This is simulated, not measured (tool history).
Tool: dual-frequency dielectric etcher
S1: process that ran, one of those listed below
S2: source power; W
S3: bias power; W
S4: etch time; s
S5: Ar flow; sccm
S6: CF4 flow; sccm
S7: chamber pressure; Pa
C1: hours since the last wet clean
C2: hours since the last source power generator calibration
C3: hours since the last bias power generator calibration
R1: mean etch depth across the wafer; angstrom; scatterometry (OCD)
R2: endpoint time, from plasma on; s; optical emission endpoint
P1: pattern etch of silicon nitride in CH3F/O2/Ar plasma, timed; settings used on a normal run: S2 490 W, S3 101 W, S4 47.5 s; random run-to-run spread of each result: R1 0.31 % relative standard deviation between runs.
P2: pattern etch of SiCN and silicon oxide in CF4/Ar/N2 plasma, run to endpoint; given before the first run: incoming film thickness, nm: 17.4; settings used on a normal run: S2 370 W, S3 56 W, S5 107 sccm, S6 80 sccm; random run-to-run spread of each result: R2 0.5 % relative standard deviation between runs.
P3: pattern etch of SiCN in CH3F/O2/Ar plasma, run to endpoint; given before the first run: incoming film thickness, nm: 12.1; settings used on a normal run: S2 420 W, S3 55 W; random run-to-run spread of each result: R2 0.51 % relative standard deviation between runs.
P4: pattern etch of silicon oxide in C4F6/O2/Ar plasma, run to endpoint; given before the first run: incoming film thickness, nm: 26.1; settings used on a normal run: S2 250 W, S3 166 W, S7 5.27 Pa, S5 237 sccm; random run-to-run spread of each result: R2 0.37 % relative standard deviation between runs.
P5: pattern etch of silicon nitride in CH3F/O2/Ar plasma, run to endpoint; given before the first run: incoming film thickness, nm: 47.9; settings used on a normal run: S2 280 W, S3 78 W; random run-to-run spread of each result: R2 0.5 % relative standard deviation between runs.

{"run": 1, "day": 0.433, "S1": "P1", "S2": 490, "S3": 101, "S4": 47.5, "C1": 222.5, "C2": 2060.8, "C3": 1205.1, "R1": 401.02}
{"run": 2, "day": 1.071, "S1": "P2", "S2": 370, "S3": 69, "S5": 107, "S6": 80, "C1": 237.8, "C2": 2076.1, "C3": 1220.4, "R2": 23.604}
{"run": 3, "day": 1.488, "S1": "P2", "S2": 370, "S3": 56, "S5": 107, "S6": 80, "C1": 247.8, "C2": 2086.1, "C3": 1230.4, "R2": 25.202}
{"run": 4, "day": 2.096, "S1": "P1", "S2": 640, "S3": 101, "S4": 47.5, "C1": 262.4, "C2": 2100.7, "C3": 1245, "R1": 442.98}
{"run": 5, "day": 2.762, "S1": "P5", "S2": 280, "S3": 59, "C1": 278.4, "C2": 2116.7, "C3": 1261, "R2": 87.143}
{"run": 6, "day": 3.533, "S1": "P5", "S2": 280, "S3": 78, "C1": 296.9, "C2": 2135.2, "C3": 1279.5, "R2": 78.629}
{"run": 7, "day": 3.971, "S1": "P1", "S2": 490, "S3": 101, "S4": 47.5, "C1": 307.4, "C2": 2145.7, "C3": 1290, "R1": 400.64}
{"run": 8, "day": 4.596, "S1": "P4", "S2": 250, "S3": 166, "S5": 283, "S7": 5.27, "C1": 322.4, "C2": 2160.7, "C3": 1305, "R2": 10.329}
{"run": 9, "day": 5.262, "S1": "P1", "S2": 330, "S3": 101, "S4": 47.5, "C1": 338.4, "C2": 2176.7, "C3": 1321, "R1": 347.12}
{"run": 10, "day": 5.775, "S1": "P1", "S2": 490, "S3": 101, "S4": 47.5, "C1": 350.7, "C2": 2189, "C3": 1333.3, "R1": 400.65}
{"run": 11, "day": 6.533, "S1": "P1", "S2": 490, "S3": 101, "S4": 26.5, "C1": 368.9, "C2": 2207.2, "C3": 1351.5, "R1": 224.39}
{"run": 12, "day": 7.296, "S1": "P1", "S2": 490, "S3": 101, "S4": 62.5, "C1": 387.2, "C2": 2225.5, "C3": 1369.8, "R1": 528.43}
{"run": 13, "day": 7.858, "S1": "P4", "S2": 250, "S3": 211, "S5": 237, "S7": 5.27, "C1": 400.7, "C2": 2239, "C3": 1383.3, "R2": 9.3617}
{"run": 14, "day": 8.333, "S1": "P2", "S2": 230, "S3": 56, "S5": 107, "S6": 80, "C1": 412.1, "C2": 2250.4, "C3": 1394.7, "R2": 38.578}
{"run": 15, "day": 8.833, "S1": "P5", "S2": 280, "S3": 78, "C1": 424.1, "C2": 2262.4, "C3": 1406.7, "R2": 78.839}
{"run": 16, "day": 9.592, "S1": "P4", "S2": 180, "S3": 166, "S5": 237, "S7": 5.27, "C1": 442.3, "C2": 2280.6, "C3": 1424.9, "R2": 11.419}
{"run": 17, "day": 10.012, "S1": "P2", "S2": 370, "S3": 56, "S5": 107, "S6": 104, "C1": 452.4, "C2": 2290.7, "C3": 1435, "R2": 24.161}
{"run": 18, "day": 10.5, "S1": "P1", "S2": 490, "S3": 127, "S4": 47.5, "C1": 464.1, "C2": 2302.4, "C3": 1446.7, "R1": 441.02}
{"run": 19, "day": 10.896, "S1": "P3", "S2": 550, "S3": 55, "C1": 473.6, "C2": 2311.9, "C3": 1456.2, "R2": 31.861}
{"run": 20, "day": 11.496, "S1": "P5", "S2": 210, "S3": 78, "C1": 488, "C2": 2326.3, "C3": 1470.6, "R2": 87.469}
{"run": 21, "day": 12.254, "S1": "P1", "S2": 490, "S3": 101, "S4": 47.5, "C1": 506.2, "C2": 2344.5, "C3": 1488.8, "R1": 401.85}
{"run": 22, "day": 12.796, "S1": "P1", "S2": 490, "S3": 119, "S4": 38, "C1": 519.2, "C2": 2357.5, "C3": 1501.8, "R1": 339.83}
{"run": 23, "day": 13.346, "S1": "P3", "S2": 420, "S3": 55, "C1": 532.4, "C2": 2370.7, "C3": 1515, "R2": 35.193}
{"run": 24, "day": 13.842, "S1": "P4", "S2": 250, "S3": 166, "S5": 237, "S7": 6.47, "C1": 544.3, "C2": 2382.6, "C3": 1526.9, "R2": 10.349}
{"run": 25, "day": 14.262, "S1": "P1", "S2": 490, "S3": 60, "S4": 47.5, "C1": 554.4, "C2": 2392.7, "C3": 1537, "R1": 334.57}
{"run": 26, "day": 14.833, "S1": "P4", "S2": 250, "S3": 166, "S5": 237, "S7": 5.27, "C1": 568.1, "C2": 2406.4, "C3": 1550.7, "R2": 10.084}
{"run": 27, "day": 15.558, "S1": "P3", "S2": 420, "S3": 71, "C1": 585.5, "C2": 2423.8, "C3": 1568.1, "R2": 32.352}
{"run": 28, "day": 16.262, "S1": "P2", "S2": 370, "S3": 56, "S5": 128, "S6": 80, "C1": 602.4, "C2": 2440.7, "C3": 1585, "R2": 26.036}
{"run": 29, "day": 16.621, "S1": "P1", "S2": 490, "S3": 101, "S4": 47.5, "C1": 611, "C2": 2449.3, "C3": 1593.6, "R1": 400.13}
{"run": 30, "day": 17.108, "S1": "P1", "S2": 490, "S3": 101, "S4": 47.5, "C1": 622.7, "C2": 2461, "C3": 1605.3, "R1": 404.03}
{"run": 31, "day": 17.775, "S1": "P1", "S2": 490, "S3": 101, "S4": 47.5, "C1": 638.7, "C2": 2477, "C3": 1621.3, "R1": 403.89}
{"run": 32, "day": 18.283, "S1": "P1", "S2": 490, "S3": 101, "S4": 47.5, "C1": 650.9, "C2": 2489.2, "C3": 1633.5, "R1": 405.69}
{"run": 33, "day": 18.917, "S1": "P1", "S2": 490, "S3": 101, "S4": 47.5, "C1": 666.1, "C2": 2504.4, "C3": 1648.7, "R1": 405.82}
{"day": 19.342, "done": "wet clean of the chamber"}
{"run": 34, "day": 19.65, "S1": "P1", "S2": 490, "S3": 101, "S4": 47.5, "C1": 7.5, "C2": 2522, "C3": 1666.3, "R1": 407.63}
{"run": 35, "day": 20.392, "S1": "P1", "S2": 490, "S3": 101, "S4": 47.5, "C1": 25.3, "C2": 2539.8, "C3": 1684.1, "R1": 406.92}
{"run": 36, "day": 21.104, "S1": "P1", "S2": 490, "S3": 101, "S4": 47.5, "C1": 42.4, "C2": 2556.9, "C3": 1701.2, "R1": 405.97}
{"run": 37, "day": 21.567, "S1": "P1", "S2": 490, "S3": 101, "S4": 47.5, "C1": 53.5, "C2": 2568, "C3": 1712.3, "R1": 409.26}
{"run": 38, "day": 22.346, "S1": "P1", "S2": 490, "S3": 101, "S4": 47.5, "C1": 72.2, "C2": 2586.7, "C3": 1731, "R1": 409.27}
{"run": 39, "day": 22.721, "S1": "P1", "S2": 490, "S3": 101, "S4": 47.5, "C1": 81.2, "C2": 2595.7, "C3": 1740, "R1": 406.96}
{"run": 40, "day": 23.45, "S1": "P1", "S2": 490, "S3": 101, "S4": 47.5, "C1": 98.7, "C2": 2613.2, "C3": 1757.5, "R1": 406.9}

P1 no longer gives what it gave before; its output has crept away from where it was. The following 2 causes, each at its listed size, fit the log equally well:
A: bias power that arrives over what is set, % = 4.32
B: source power that arrives over what is set, % = 4.21
Creep in the process output first set in at about day 16.621.
The rest of the possible causes, and what rules out each one:
chamber walls in a state that raises the etch rate, %: its service at day 19.342 followed the start of the drift and did not put the process back to its old value

The 4 check runs listed below each average the results of 3 wafers, and their outcomes are marked with question marks. Under which run would the listed causes produce clearly different results?
{"run": "check 1", "day": 24.179, "S1": "P4", "S2": 250, "S3": 166, "S5": 237, "S7": 5.27, "R2": "?"}
{"run": "check 2", "day": 24.179, "S1": "P5", "S2": 280, "S3": 78, "R2": "?"}
{"run": "check 3", "day": 24.179, "S1": "P2", "S2": 370, "S3": 56, "S5": 107, "S6": 80, "R2": "?"}
{"run": "check 4", "day": 24.179, "S1": "P3", "S2": 420, "S3": 55, "R2": "?"}

Expected result of each check under each candidate cause:
check=check_1 result=R2 if_A=9.9555 if_B=9.9323
check=check_2 result=R2 if_A=77.197 if_B=77.178
check=check_3 result=R2 if_A=24.924 if_B=24.357
check=check_4 result=R2 if_A=34.789 if_B=34.728
Gap, in per cent, between the two causes that each check separates least, read from the result that separates them most: check 1 0.23 %; check 2 0.03 %; check 3 2.3 %; check 4 0.18 %
The other checks would show nearly matching results whichever cause is true, so check 3 is the only one that separates the causes.

Running check 3 produced the following: R2 24.93 s. Which one of the listed causes fits?

Of the candidate causes, it is A: bias power that arrives over what is set, %.

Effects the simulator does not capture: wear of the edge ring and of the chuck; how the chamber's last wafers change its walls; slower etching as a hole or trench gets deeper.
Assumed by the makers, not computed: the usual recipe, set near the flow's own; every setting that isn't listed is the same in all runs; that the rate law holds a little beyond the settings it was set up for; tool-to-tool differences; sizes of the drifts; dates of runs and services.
